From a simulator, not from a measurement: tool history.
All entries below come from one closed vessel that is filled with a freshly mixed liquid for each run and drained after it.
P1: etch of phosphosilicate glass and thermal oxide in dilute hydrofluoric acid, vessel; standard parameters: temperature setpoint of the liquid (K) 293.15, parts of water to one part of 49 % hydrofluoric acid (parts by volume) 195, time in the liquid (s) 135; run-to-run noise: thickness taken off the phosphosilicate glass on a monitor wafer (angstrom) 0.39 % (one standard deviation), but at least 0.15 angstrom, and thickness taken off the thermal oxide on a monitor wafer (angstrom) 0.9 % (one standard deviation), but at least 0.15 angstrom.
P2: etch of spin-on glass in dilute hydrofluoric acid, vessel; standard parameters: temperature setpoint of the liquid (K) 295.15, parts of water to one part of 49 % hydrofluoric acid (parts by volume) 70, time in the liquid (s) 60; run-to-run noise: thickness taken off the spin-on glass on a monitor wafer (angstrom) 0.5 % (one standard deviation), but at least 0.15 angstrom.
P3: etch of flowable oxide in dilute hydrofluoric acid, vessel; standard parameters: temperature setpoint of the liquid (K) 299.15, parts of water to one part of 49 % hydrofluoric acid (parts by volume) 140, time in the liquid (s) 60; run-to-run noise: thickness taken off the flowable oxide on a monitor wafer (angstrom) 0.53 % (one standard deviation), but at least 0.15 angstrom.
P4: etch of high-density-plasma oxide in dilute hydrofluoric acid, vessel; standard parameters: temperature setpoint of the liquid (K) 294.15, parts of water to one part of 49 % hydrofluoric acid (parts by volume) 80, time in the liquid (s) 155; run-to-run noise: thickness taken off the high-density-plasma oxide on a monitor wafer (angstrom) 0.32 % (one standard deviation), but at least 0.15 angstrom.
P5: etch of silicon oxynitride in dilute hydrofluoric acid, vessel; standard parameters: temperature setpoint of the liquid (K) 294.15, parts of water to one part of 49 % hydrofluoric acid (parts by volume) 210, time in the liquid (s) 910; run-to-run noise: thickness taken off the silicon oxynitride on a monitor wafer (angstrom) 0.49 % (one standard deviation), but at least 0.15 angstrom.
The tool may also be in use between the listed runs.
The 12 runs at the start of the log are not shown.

| run | day | process that ran | temperature setpoint of the liquid (K) | parts of water to one part of 49 % hydrofluoric acid (parts by volume) | time in the liquid (s) | thickness taken off the phosphosilicate glass on a monitor wafer (angstrom) | thickness taken off the thermal oxide on a monitor wafer (angstrom) | thickness taken off the silicon oxynitride on a monitor wafer (angstrom) | thickness taken off the spin-on glass on a monitor wafer (angstrom) | thickness taken off the high-density-plasma oxide on a monitor wafer (angstrom) | thickness taken off the flowable oxide on a monitor wafer (angstrom) |
|---|---|---|---|---|---|---|---|---|---|---|---|
| 13 | 6.362 | P2 | 295.15 | 70 | 60 |  |  |  | 256.58 |  |  |
| 14 | 6.888 | P1 | 293.15 | 40 | 135 | 2780.4 | 147.61 |  |  |  |  |
| 15 | 7.346 | P4 | 294.15 | 80 | 155 |  |  |  |  | 133.02 |  |
| 16 | 8.025 | P1 | 298.65 | 195 | 235 | 1029.4 | 54.554 |  |  |  |  |
| 17 | 8.379 | P3 | 306.65 | 140 | 60 |  |  |  |  |  | 202.3 |
| 18 | 9.042 | P1 | 293.15 | 195 | 135 | 486.97 | 25.565 |  |  |  |  |
| 19 | 9.4 | P1 | 293.15 | 195 | 135 | 484.56 | 25.261 |  |  |  |  |
| 20 | 10.004 | P1 | 293.15 | 195 | 135 | 481.6 | 25.149 |  |  |  |  |
| 21 | 10.379 | P1 | 299.15 | 195 | 135 | 605.81 | 31.438 |  |  |  |  |
| 22 | 10.779 | P4 | 294.15 | 80 | 30 |  |  |  |  | 25.843 |  |
|  | 10.988 | hydrofluoric acid flow meter replaced |
| 23 | 11.375 | P5 | 294.15 | 210 | 910 |  |  | 158.72 |  |  |  |
| 24 | 12.054 | P2 | 303.65 | 70 | 60 |  |  |  | 360.61 |  |  |
| 25 | 12.671 | P1 | 298.15 | 285 | 135 | 364.99 | 18.945 |  |  |  |  |
| 26 | 13.304 | P3 | 299.15 | 235 | 60 |  |  |  |  |  | 82.399 |
| 27 | 13.704 | P1 | 293.15 | 195 | 255 | 910 | 48.151 |  |  |  |  |

Predict the results of run 28:
| 28 | 14.008 | P4 | 294.15 | 125 | 155 |  |  |  |  | ? |  |

Run 28 gave thickness taken off the high-density-plasma oxide on a monitor wafer (angstrom) 81.232.

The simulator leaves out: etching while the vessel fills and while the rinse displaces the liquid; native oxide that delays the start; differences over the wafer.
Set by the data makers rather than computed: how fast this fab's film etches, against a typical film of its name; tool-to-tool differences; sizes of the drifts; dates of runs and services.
